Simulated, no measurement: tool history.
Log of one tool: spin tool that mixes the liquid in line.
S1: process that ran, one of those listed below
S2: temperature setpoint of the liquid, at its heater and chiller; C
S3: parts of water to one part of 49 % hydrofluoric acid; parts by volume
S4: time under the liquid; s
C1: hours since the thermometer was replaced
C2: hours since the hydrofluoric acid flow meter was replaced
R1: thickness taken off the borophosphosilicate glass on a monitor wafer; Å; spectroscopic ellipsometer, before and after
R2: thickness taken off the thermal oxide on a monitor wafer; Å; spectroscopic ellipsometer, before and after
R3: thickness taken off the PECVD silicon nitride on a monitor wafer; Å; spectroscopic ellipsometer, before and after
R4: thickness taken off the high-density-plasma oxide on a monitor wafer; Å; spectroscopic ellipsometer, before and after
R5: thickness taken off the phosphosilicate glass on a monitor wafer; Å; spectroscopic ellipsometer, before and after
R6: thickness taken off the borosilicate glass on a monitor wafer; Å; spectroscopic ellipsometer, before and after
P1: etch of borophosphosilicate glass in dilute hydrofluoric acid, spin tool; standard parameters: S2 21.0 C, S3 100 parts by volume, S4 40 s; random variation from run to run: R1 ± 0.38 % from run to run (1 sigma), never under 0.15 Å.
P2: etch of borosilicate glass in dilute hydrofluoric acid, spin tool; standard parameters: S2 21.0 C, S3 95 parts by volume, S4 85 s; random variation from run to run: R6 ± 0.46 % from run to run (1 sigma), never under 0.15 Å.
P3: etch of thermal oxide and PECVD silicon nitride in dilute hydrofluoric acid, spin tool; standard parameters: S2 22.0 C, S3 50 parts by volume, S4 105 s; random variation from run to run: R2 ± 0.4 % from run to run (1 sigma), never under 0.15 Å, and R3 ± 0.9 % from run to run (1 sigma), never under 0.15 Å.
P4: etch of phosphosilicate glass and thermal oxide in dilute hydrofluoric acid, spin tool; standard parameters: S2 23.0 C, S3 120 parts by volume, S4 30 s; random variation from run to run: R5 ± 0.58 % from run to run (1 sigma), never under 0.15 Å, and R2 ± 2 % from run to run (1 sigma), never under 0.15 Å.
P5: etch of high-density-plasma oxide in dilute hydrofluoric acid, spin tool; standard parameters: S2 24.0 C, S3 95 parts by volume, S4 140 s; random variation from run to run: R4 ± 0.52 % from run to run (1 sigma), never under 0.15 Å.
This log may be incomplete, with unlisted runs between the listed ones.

Run 1, hour 4.0: S1 P1, S2 21.0 C, S3 100 parts by volume, S4 40 s; C1 474.6; C2 1020.3. Result: R1 156.180 Å.
Run 2, hour 13.1: S1 P3, S2 22.0 C, S3 50 parts by volume, S4 105 s; C1 483.7; C2 1029.4. Result: R2 95.3020 Å, R3 30.7190 Å.
Run 3, hour 21.5: S1 P3, S2 29.0 C, S3 50 parts by volume, S4 105 s; C1 492.1; C2 1037.8. Result: R2 127.0400 Å, R3 48.6640 Å.
Run 4, hour 27.9: S1 P1, S2 21.0 C, S3 100 parts by volume, S4 15 s; C1 498.5; C2 1044.2. Result: R1 58.830 Å.
Run 5, hour 32.3: S1 P5, S2 30.5 C, S3 95 parts by volume, S4 140 s; C1 502.9; C2 1048.6. Result: R4 124.190 Å.
Run 6, hour 41.1: S1 P4, S2 23.0 C, S3 120 parts by volume, S4 30 s; C1 511.7; C2 1057.4. Result: R2 10.9860 Å, R5 149.56 Å.
Run 7, hour 47.3: S1 P1, S2 17.0 C, S3 100 parts by volume, S4 40 s; C1 517.9; C2 1063.6. Result: R1 131.690 Å.
Run 8, hour 56.5: S1 P3, S2 22.0 C, S3 50 parts by volume, S4 20 s; C1 527.1; C2 1072.8. Result: R2 18.3970 Å, R3 6.0238 Å.
Run 9, hour 62.3: S1 P2, S2 17.0 C, S3 95 parts by volume, S4 85 s; C1 532.9; C2 1078.6. Result: R6 334.38 Å.
Run 10, hour 68.8: S1 P1, S2 21.0 C, S3 100 parts by volume, S4 40 s; C1 539.4; C2 1085.1. Result: R1 155.010 Å.
Run 11, hour 76.8: S1 P1, S2 21.0 C, S3 180 parts by volume, S4 20 s; C1 547.4; C2 1093.1. Result: R1 39.534 Å.
Run 12, hour 85.6: S1 P1, S2 21.0 C, S3 100 parts by volume, S4 40 s; C1 556.2; C2 1101.9. Result: R1 155.350 Å.
Run 13, hour 92.9: S1 P1, S2 21.0 C, S3 150 parts by volume, S4 40 s; C1 563.5; C2 1109.2. Result: R1 97.871 Å.
Run 14, hour 99.9: S1 P1, S2 21.0 C, S3 100 parts by volume, S4 40 s; C1 570.5; C2 1116.2. Result: R1 155.050 Å.
Run 15, hour 107.3: S1 P4, S2 23.0 C, S3 45 parts by volume, S4 30 s; C1 577.9; C2 1123.6. Result: R2 32.2930 Å, R5 436.59 Å.
Run 16, hour 111.5: S1 P2, S2 21.0 C, S3 95 parts by volume, S4 15 s; C1 582.1; C2 1127.8. Result: R6 69.71 Å.
Run 17, hour 117.2: S1 P2, S2 21.0 C, S3 95 parts by volume, S4 85 s; C1 587.8; C2 1133.5. Result: R6 392.77 Å.
Run 18, hour 122.5: S1 P4, S2 17.0 C, S3 120 parts by volume, S4 30 s; C1 593.1; C2 1138.8. Result: R2 8.8215 Å, R5 118.94 Å.
Run 19, hour 128.9: S1 P3, S2 22.0 C, S3 50 parts by volume, S4 105 s; C1 599.5; C2 1145.2. Result: R2 95.3480 Å, R3 30.6030 Å.
Run 20, hour 133.9: S1 P5, S2 24.0 C, S3 95 parts by volume, S4 140 s; C1 604.5; C2 1150.2. Result: R4 97.396 Å.
Run 21, hour 139.9: S1 P1, S2 21.0 C, S3 100 parts by volume, S4 40 s; C1 610.5; C2 1156.2. Result: R1 155.650 Å.

What does the tool deliver on the next run?
Run 22, hour 146.9: S1 P5, S2 24.0 C, S3 95 parts by volume, S4 50 s; C1 617.5; C2 1163.2. Result: R4 ?.

{"run 22": {"R4": 34.858}}

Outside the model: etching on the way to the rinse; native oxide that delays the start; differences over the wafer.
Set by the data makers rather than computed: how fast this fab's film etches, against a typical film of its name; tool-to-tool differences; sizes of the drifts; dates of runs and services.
